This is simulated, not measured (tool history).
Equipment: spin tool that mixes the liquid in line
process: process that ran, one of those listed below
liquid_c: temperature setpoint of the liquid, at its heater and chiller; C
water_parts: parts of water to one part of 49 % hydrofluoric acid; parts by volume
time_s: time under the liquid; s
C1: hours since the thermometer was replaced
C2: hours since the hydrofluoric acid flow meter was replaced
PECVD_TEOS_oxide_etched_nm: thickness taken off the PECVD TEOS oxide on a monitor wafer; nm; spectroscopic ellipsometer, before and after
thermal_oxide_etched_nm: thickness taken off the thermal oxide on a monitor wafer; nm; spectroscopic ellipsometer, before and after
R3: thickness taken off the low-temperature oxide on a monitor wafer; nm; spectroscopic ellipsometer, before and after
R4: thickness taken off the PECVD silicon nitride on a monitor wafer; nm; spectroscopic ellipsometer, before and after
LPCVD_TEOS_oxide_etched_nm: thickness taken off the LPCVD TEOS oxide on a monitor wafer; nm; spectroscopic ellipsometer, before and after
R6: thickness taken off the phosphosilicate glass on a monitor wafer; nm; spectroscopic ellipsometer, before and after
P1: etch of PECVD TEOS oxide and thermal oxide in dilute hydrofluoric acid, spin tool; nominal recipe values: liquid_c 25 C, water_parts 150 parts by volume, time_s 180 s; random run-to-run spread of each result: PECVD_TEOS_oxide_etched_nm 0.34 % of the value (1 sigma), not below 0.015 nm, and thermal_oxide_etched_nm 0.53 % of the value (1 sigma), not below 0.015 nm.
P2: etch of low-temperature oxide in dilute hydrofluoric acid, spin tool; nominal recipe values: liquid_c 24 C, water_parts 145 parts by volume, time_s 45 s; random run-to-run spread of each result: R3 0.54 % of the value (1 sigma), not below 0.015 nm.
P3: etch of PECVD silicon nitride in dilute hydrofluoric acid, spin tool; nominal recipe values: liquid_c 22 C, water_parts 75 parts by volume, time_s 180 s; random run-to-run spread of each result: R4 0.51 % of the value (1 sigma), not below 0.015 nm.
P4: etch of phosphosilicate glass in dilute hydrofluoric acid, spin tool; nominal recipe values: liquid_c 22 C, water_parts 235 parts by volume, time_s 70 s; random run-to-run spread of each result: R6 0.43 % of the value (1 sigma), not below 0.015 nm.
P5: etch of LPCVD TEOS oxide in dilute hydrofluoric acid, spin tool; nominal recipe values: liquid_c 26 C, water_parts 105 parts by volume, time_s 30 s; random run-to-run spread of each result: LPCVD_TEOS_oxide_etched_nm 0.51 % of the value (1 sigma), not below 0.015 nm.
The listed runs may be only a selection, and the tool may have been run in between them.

run 1 day=0.583 | process=P1 liquid_c=25 water_parts=150 time_s=180 | C1=549.4 C2=1006.2 | PECVD_TEOS_oxide_etched_nm=9.6978 thermal_oxide_etched_nm=5.5226
run 2 day=1.212 | process=P2 liquid_c=24 water_parts=145 time_s=45 | C1=564.5 C2=1021.3 | R3=5.1006
run 3 day=1.954 | process=P2 liquid_c=24 water_parts=145 time_s=75 | C1=582.3 C2=1039.1 | R3=8.5367
run 4 day=2.438 | process=P3 liquid_c=22 water_parts=75 time_s=45 | C1=593.9 C2=1050.7 | R4=1.1307
run 5 day=2.954 | process=P1 liquid_c=25 water_parts=150 time_s=70 | C1=606.3 C2=1063.1 | PECVD_TEOS_oxide_etched_nm=3.8198 thermal_oxide_etched_nm=2.155
run 6 day=3.671 | process=P2 liquid_c=24 water_parts=65 time_s=45 | C1=623.5 C2=1080.3 | R3=12.555
run 7 day=4.096 | process=P3 liquid_c=22 water_parts=75 time_s=180 | C1=633.7 C2=1090.5 | R4=4.4985
run 8 day=4.592 | process=P1 liquid_c=25 water_parts=150 time_s=180 | C1=645.6 C2=1102.4 | PECVD_TEOS_oxide_etched_nm=9.7662 thermal_oxide_etched_nm=5.5556
run 9 day=5.008 | process=P1 liquid_c=25 water_parts=270 time_s=180 | C1=655.6 C2=1112.4 | PECVD_TEOS_oxide_etched_nm=4.7303 thermal_oxide_etched_nm=2.6807
run 10 day=5.754 | process=P2 liquid_c=31.5 water_parts=145 time_s=45 | C1=673.5 C2=1130.3 | R3=6.7331
run 11 day=6.492 | process=P3 liquid_c=22 water_parts=120 time_s=180 | C1=691.2 C2=1148 | R4=2.8616
run 12 day=7.15 | process=P5 liquid_c=26 water_parts=105 time_s=30 | C1=707 C2=1163.8 | LPCVD_TEOS_oxide_etched_nm=17.934
run 13 day=7.888 | process=P3 liquid_c=29 water_parts=75 time_s=180 | C1=724.7 C2=1181.5 | R4=7.126
run 14 day=8.604 | process=P4 liquid_c=22 water_parts=235 time_s=110 | C1=741.9 C2=1198.7 | R6=34.934
run 15 day=8.938 | process=P5 liquid_c=26 water_parts=50 time_s=30 | C1=749.9 C2=1206.7 | LPCVD_TEOS_oxide_etched_nm=40.478
run 16 day=9.45 | process=P1 liquid_c=21.5 water_parts=150 time_s=180 | C1=762.2 C2=1219 | PECVD_TEOS_oxide_etched_nm=8.5762 thermal_oxide_etched_nm=4.8253
run 17 day=9.921 | process=P1 liquid_c=25 water_parts=25 time_s=180 | C1=773.5 C2=1230.3 | PECVD_TEOS_oxide_etched_nm=68.856 thermal_oxide_etched_nm=38.799
run 18 day=10.642 | process=P1 liquid_c=25 water_parts=150 time_s=180 | C1=790.8 C2=1247.6 | PECVD_TEOS_oxide_etched_nm=9.7645 thermal_oxide_etched_nm=5.5438
run 19 day=11.029 | process=P2 liquid_c=24 water_parts=145 time_s=45 | C1=800.1 C2=1256.9 | R3=5.1396
run 20 day=11.446 | process=P4 liquid_c=17 water_parts=235 time_s=70 | C1=810.1 C2=1266.9 | R6=18.251
run 21 day=12.062 | process=P1 liquid_c=25 water_parts=150 time_s=180 | C1=824.9 C2=1281.7 | PECVD_TEOS_oxide_etched_nm=9.7523 thermal_oxide_etched_nm=5.526
run 22 day=12.65 | process=P1 liquid_c=32 water_parts=150 time_s=180 | C1=839 C2=1295.8 | PECVD_TEOS_oxide_etched_nm=12.656 thermal_oxide_etched_nm=7.1216
run 23 day=13.071 | process=P5 liquid_c=26 water_parts=105 time_s=30 | C1=849.1 C2=1305.9 | LPCVD_TEOS_oxide_etched_nm=17.769
run 24 day=13.692 | process=P1 liquid_c=25 water_parts=150 time_s=290 | C1=864 C2=1320.8 | PECVD_TEOS_oxide_etched_nm=15.742 thermal_oxide_etched_nm=8.9116
run 25 day=14.179 | process=P1 liquid_c=25 water_parts=205 time_s=35 | C1=875.7 C2=1332.5 | PECVD_TEOS_oxide_etched_nm=1.3071 thermal_oxide_etched_nm=0.71303
run 26 day=14.612 | process=P3 liquid_c=22 water_parts=75 time_s=180 | C1=886.1 C2=1342.9 | R4=4.5047
run 27 day=15.321 | process=P4 liquid_c=22 water_parts=125 time_s=70 | C1=903.1 C2=1359.9 | R6=46.545
run 28 day=15.838 | process=P1 liquid_c=25 water_parts=255 time_s=25 | C1=915.5 C2=1372.3 | PECVD_TEOS_oxide_etched_nm=0.72296 thermal_oxide_etched_nm=0.42661
run 29 day=16.192 | process=P4 liquid_c=22 water_parts=235 time_s=70 | C1=924 C2=1380.8 | R6=22.112
run 30 day=16.875 | process=P4 liquid_c=22 water_parts=235 time_s=70 | C1=940.4 C2=1397.2 | R6=22.087
run 31 day=17.533 | process=P5 liquid_c=26 water_parts=105 time_s=15 | C1=956.2 C2=1413 | LPCVD_TEOS_oxide_etched_nm=8.8346
run 32 day=18.017 | process=P5 liquid_c=33.5 water_parts=105 time_s=30 | C1=967.8 C2=1424.6 | LPCVD_TEOS_oxide_etched_nm=23.798
run 33 day=18.467 | process=P1 liquid_c=32.5 water_parts=150 time_s=20 | C1=978.6 C2=1435.4 | PECVD_TEOS_oxide_etched_nm=1.4063 thermal_oxide_etched_nm=0.78797
run 34 day=18.967 | process=P1 liquid_c=25 water_parts=150 time_s=180 | C1=990.6 C2=1447.4 | PECVD_TEOS_oxide_etched_nm=9.8161 thermal_oxide_etched_nm=5.5111
run 35 day=19.542 | process=P1 liquid_c=25 water_parts=150 time_s=180 | C1=1004.4 C2=1461.2 | PECVD_TEOS_oxide_etched_nm=9.3906 thermal_oxide_etched_nm=5.3337
run 36 day=20.017 | process=P1 liquid_c=25 water_parts=150 time_s=180 | C1=1015.8 C2=1472.6 | PECVD_TEOS_oxide_etched_nm=9.1786 thermal_oxide_etched_nm=5.2215
run 37 day=20.346 | process=P1 liquid_c=25 water_parts=150 time_s=180 | C1=1023.7 C2=1480.5 | PECVD_TEOS_oxide_etched_nm=9.167 thermal_oxide_etched_nm=5.2144
run 38 day=20.712 | process=P1 liquid_c=25 water_parts=150 time_s=180 | C1=1032.5 C2=1489.3 | PECVD_TEOS_oxide_etched_nm=9.1003 thermal_oxide_etched_nm=5.2034
run 39 day=21.462 | process=P1 liquid_c=25 water_parts=150 time_s=180 | C1=1050.5 C2=1507.3 | PECVD_TEOS_oxide_etched_nm=9.1038 thermal_oxide_etched_nm=5.0902
run 40 day=21.838 | process=P1 liquid_c=25 water_parts=150 time_s=180 | C1=1059.5 C2=1516.3 | PECVD_TEOS_oxide_etched_nm=9.0794 thermal_oxide_etched_nm=5.1694

P1 has crept away from where it was. The log is fitted equally well by each of these 2 causes, at the sizes shown:
A: hydrofluoric acid flow below the setpoint (%) = 5.81
B: liquid colder than its thermometer reads (K) = 1.85
The gradual shift began around day 18.967.

The 4 check runs listed below each average the results of 3 wafers, and their outcomes are marked with question marks. Under which run would the listed causes produce clearly different results?
run check 1 day=22.212 | process=P2 liquid_c=31.5 water_parts=75 time_s=45 | R3=?
run check 2 day=22.212 | process=P4 liquid_c=17 water_parts=235 time_s=70 | R6=?
run check 3 day=22.212 | process=P3 liquid_c=22 water_parts=75 time_s=50 | R4=?
run check 4 day=22.212 | process=P5 liquid_c=33 water_parts=105 time_s=15 | LPCVD_TEOS_oxide_etched_nm=?

Expected result of each check under each candidate cause:
check=check_1 result=R3 if_A=13.517 if_B=13.468
check=check_2 result=R6 if_A=17.039 if_B=17.029
check=check_3 result=R4 if_A=1.1874 if_B=1.11
check=check_4 result=LPCVD_TEOS_oxide_etched_nm if_A=10.801 if_B=10.821
Smallest distance between any two causes, each pair judged by its most separating result, in per cent: check 1 0.36 %; check 2 0.06 %; check 3 6.74 %; check 4 0.18 %
Check 3 distinguishes between the causes, while the remaining checks would return nearly the same result for all of them.

Here is what check 3 returned: R4 1.0984 nm. Which cause is it?

It is B: liquid colder than its thermometer reads (K).
